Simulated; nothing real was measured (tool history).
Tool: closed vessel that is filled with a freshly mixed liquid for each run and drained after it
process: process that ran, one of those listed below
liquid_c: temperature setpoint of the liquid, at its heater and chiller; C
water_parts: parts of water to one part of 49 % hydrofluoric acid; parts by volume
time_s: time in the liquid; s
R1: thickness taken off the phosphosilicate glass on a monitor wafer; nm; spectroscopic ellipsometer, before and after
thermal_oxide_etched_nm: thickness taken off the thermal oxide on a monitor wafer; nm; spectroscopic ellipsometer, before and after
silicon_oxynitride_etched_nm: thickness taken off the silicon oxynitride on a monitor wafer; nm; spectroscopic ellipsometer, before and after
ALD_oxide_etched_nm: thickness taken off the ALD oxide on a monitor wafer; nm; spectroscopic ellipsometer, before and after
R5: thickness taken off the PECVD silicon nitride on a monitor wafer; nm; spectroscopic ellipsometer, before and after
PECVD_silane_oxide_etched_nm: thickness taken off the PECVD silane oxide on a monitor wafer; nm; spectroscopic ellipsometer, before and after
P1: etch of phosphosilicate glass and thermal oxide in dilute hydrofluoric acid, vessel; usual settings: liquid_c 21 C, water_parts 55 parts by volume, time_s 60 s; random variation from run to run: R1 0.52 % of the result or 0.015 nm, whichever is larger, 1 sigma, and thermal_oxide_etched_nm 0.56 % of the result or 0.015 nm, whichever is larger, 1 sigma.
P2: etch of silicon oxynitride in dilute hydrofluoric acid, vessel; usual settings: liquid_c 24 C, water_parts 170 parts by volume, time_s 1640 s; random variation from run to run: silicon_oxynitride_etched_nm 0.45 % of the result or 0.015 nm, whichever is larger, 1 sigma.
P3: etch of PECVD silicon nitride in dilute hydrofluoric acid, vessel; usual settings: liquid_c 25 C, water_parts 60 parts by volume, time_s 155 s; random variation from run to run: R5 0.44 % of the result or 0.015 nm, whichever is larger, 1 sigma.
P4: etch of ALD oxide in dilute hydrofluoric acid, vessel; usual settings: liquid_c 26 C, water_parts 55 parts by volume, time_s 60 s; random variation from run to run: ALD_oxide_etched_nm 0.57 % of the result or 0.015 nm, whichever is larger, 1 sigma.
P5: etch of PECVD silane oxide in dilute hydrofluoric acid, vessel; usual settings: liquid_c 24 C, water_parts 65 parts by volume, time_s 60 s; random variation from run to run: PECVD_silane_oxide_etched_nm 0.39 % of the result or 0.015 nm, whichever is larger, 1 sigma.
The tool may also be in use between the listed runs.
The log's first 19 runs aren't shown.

Run 20, hour 115.7: process P1, liquid_c 28 C, water_parts 55 parts by volume, time_s 60 s. Result: R1 114.89 nm, thermal_oxide_etched_nm 6.3008 nm.
Run 21, hour 119.3: process P2, liquid_c 24 C, water_parts 170 parts by volume, time_s 35 s. Result: silicon_oxynitride_etched_nm 0.93725 nm.
Run 22, hour 126: process P1, liquid_c 17 C, water_parts 55 parts by volume, time_s 60 s. Result: R1 72.592 nm, thermal_oxide_etched_nm 4.0474 nm.
Run 23, hour 131.8: process P1, liquid_c 21 C, water_parts 80 parts by volume, time_s 95 s. Result: R1 91.107 nm, thermal_oxide_etched_nm 5.0595 nm.
Run 24, hour 138.6: process P4, liquid_c 26 C, water_parts 20 parts by volume, time_s 60 s. Result: ALD_oxide_etched_nm 80.626 nm.
Run 25, hour 145.1: process P1, liquid_c 21 C, water_parts 20 parts by volume, time_s 60 s. Result: R1 246.96 nm, thermal_oxide_etched_nm 13.785 nm.
Run 26, hour 149.8: process P5, liquid_c 24 C, water_parts 110 parts by volume, time_s 60 s. Result: PECVD_silane_oxide_etched_nm 13.644 nm.
At hour 153.9: hydrofluoric acid flow meter replaced.
Run 27, hour 157.1: process P3, liquid_c 19.5 C, water_parts 60 parts by volume, time_s 155 s. Result: R5 6.432 nm.
Run 28, hour 161.6: process P2, liquid_c 24 C, water_parts 170 parts by volume, time_s 1640 s. Result: silicon_oxynitride_etched_nm 43.612 nm.
Run 29, hour 168.4: process P1, liquid_c 21 C, water_parts 55 parts by volume, time_s 60 s. Result: R1 86.277 nm, thermal_oxide_etched_nm 4.7538 nm.
Run 30, hour 174.1: process P3, liquid_c 25 C, water_parts 60 parts by volume, time_s 155 s. Result: R5 9.4459 nm.
Run 31, hour 180.8: process P1, liquid_c 21 C, water_parts 55 parts by volume, time_s 60 s. Result: R1 85.887 nm, thermal_oxide_etched_nm 4.8125 nm.
Run 32, hour 184.7: process P1, liquid_c 21 C, water_parts 55 parts by volume, time_s 60 s. Result: R1 89.002 nm, thermal_oxide_etched_nm 4.9213 nm.
Run 33, hour 189.7: process P1, liquid_c 21 C, water_parts 55 parts by volume, time_s 60 s. Result: R1 90.852 nm, thermal_oxide_etched_nm 4.9834 nm.
Run 34, hour 196.1: process P1, liquid_c 21 C, water_parts 55 parts by volume, time_s 60 s. Result: R1 91.617 nm, thermal_oxide_etched_nm 5.0424 nm.
Run 35, hour 200.8: process P1, liquid_c 21 C, water_parts 55 parts by volume, time_s 60 s. Result: R1 92.005 nm, thermal_oxide_etched_nm 5.1131 nm.
Run 36, hour 207.1: process P1, liquid_c 21 C, water_parts 55 parts by volume, time_s 60 s. Result: R1 92.272 nm, thermal_oxide_etched_nm 5.0709 nm.
Run 37, hour 212: process P1, liquid_c 21 C, water_parts 55 parts by volume, time_s 60 s. Result: R1 92.355 nm, thermal_oxide_etched_nm 5.1884 nm.

Run 38 comes next. What will it give?
Run 38, hour 215.8: process P1, liquid_c 21 C, water_parts 55 parts by volume, time_s 60 s. Result: R1 ?, thermal_oxide_etched_nm ?.

R1: 92.043 nm
thermal_oxide_etched_nm: 5.1147 nm
